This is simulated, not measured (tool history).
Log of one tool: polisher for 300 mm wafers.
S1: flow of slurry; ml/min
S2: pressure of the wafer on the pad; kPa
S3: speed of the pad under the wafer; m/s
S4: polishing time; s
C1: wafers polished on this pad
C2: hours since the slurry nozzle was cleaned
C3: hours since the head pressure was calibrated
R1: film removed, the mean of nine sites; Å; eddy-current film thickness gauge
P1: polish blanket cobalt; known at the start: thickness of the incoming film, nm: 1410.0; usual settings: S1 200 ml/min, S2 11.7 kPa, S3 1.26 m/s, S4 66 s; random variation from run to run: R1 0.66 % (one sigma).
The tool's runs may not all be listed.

run 1 hour=15.8 | S1=200 S2=11.7 S3=1.26 S4=66 | C1=1213 C2=352.3 C3=172.7 | R1=3235.6
run 2 hour=32.9 | S1=200 S2=5.5 S3=1.26 S4=66 | C1=1474 C2=369.4 C3=189.8 | R1=1547.3
run 3 hour=48.8 | S1=200 S2=11.7 S3=1.26 S4=97 | C1=1716 C2=385.3 C3=205.7 | R1=4837.8
run 4 hour=61.8 | S1=200 S2=11.7 S3=1.26 S4=66 | C1=1915 C2=398.3 C3=218.7 | R1=3316.7
run 5 hour=78.8 | S1=310 S2=11.7 S3=1.26 S4=66 | C1=2174 C2=415.3 C3=235.7 | R1=3462
run 6 hour=93.4 | S1=200 S2=11.7 S3=1.26 S4=66 | C1=2396 C2=429.9 C3=250.3 | R1=3303.6
run 7 hour=110 | S1=290 S2=11.7 S3=0.96 S4=66 | C1=2649 C2=446.5 C3=266.9 | R1=2620.2
run 8 hour=118.8 | S1=200 S2=11.7 S3=1.96 S4=66 | C1=2784 C2=455.3 C3=275.7 | R1=5065.4
run 9 hour=133.7 | S1=200 S2=11.7 S3=1.26 S4=66 | C1=3011 C2=470.2 C3=290.6 | R1=3259
run 10 hour=142.5 | S1=275 S2=11.7 S3=1.26 S4=102 | C1=3145 C2=479 C3=299.4 | R1=5238.4
run 11 hour=158.7 | S1=200 S2=11.7 S3=1.26 S4=45 | C1=3392 C2=495.2 C3=315.6 | R1=2241.5
run 12 hour=175.4 | S1=120 S2=11.7 S3=1.26 S4=66 | C1=3647 C2=511.9 C3=332.3 | R1=3015.4
-- hour=181.7 worn pad replaced by a new one
run 13 hour=188.9 | S1=200 S2=11.7 S3=0.78 S4=66 | C1=110 C2=525.4 C3=345.8 | R1=2028.5
run 14 hour=199.6 | S1=200 S2=5.5 S3=1.26 S4=84 | C1=274 C2=536.1 C3=356.5 | R1=1972.2
run 15 hour=214.7 | S1=200 S2=16.5 S3=1.26 S4=66 | C1=504 C2=551.2 C3=371.6 | R1=4662.2
run 16 hour=230.3 | S1=200 S2=11.7 S3=1.26 S4=66 | C1=742 C2=566.8 C3=387.2 | R1=3313.1
run 17 hour=240.2 | S1=200 S2=11.7 S3=1.26 S4=66 | C1=893 C2=576.7 C3=397.1 | R1=3299.7
run 18 hour=250.4 | S1=200 S2=11.7 S3=1.26 S4=66 | C1=1048 C2=586.9 C3=407.3 | R1=3257.2
run 19 hour=266.6 | S1=200 S2=11.7 S3=1.26 S4=66 | C1=1295 C2=603.1 C3=423.5 | R1=3169.6
run 20 hour=280.9 | S1=200 S2=11.7 S3=1.26 S4=66 | C1=1513 C2=617.4 C3=437.8 | R1=3128
run 21 hour=293.6 | S1=200 S2=11.7 S3=1.26 S4=66 | C1=1707 C2=630.1 C3=450.5 | R1=3133.6
run 22 hour=306 | S1=200 S2=11.7 S3=1.26 S4=66 | C1=1896 C2=642.5 C3=462.9 | R1=3142.2
run 23 hour=321.1 | S1=200 S2=11.7 S3=1.26 S4=66 | C1=2126 C2=657.6 C3=478 | R1=3119.9
run 24 hour=333.6 | S1=200 S2=11.7 S3=1.26 S4=66 | C1=2317 C2=670.1 C3=490.5 | R1=3114.9
-- hour=335.5 worn pad replaced by a new one
run 25 hour=344.7 | S1=200 S2=11.7 S3=1.26 S4=66 | C1=141 C2=681.2 C3=501.6 | R1=3116.9
run 26 hour=352.3 | S1=200 S2=11.7 S3=1.26 S4=66 | C1=257 C2=688.8 C3=509.2 | R1=3110
run 27 hour=367.6 | S1=200 S2=11.7 S3=1.26 S4=66 | C1=490 C2=704.1 C3=524.5 | R1=3085.4

What P1 gives has crept away from where it was. These 2 causes fit the log equally well, each at the size given:
A: head's pressure below its setpoint, % = 5.1
B: slurry flow missing at the pad, % = 28.7
The creep began at about hour 240.2.
Why every other cause is out:
removal rate lost through wear of the pad, %: serviced at hour 335.5, which brought nothing back

4 check runs are offered, each on 3 wafers whose results are averaged, their results left as question marks. Which one tells the causes apart?
run check 1 hour=382.9 | S1=120 S2=11.7 S3=1.26 S4=66 | R1=?
run check 2 hour=382.9 | S1=200 S2=6.2 S3=1.26 S4=85 | R1=?
run check 3 hour=382.9 | S1=200 S2=11.7 S3=1.9 S4=66 | R1=?
run check 4 hour=382.9 | S1=200 S2=11.7 S3=1.66 S4=85 | R1=?

What each check would give under each cause:
check=check_1 result=R1 if_A=2859.4 if_B=2772.1
check=check_2 result=R1 if_A=2124.8 if_B=2124.8
check=check_3 result=R1 if_A=4699.3 if_B=4699.2
check=check_4 result=R1 if_A=5287.7 if_B=5287.6
How far apart the two closest causes lie, in the result that separates them most: check 1 3.1 %; check 2 0 %; check 3 0 %; check 4 0 %
Only check 1 tells the causes apart: in the others they would give nearly the same result.

Check 1 was then run and gave: R1 2843.4 Å. Which cause is it?

It is A: head's pressure below its setpoint, %.
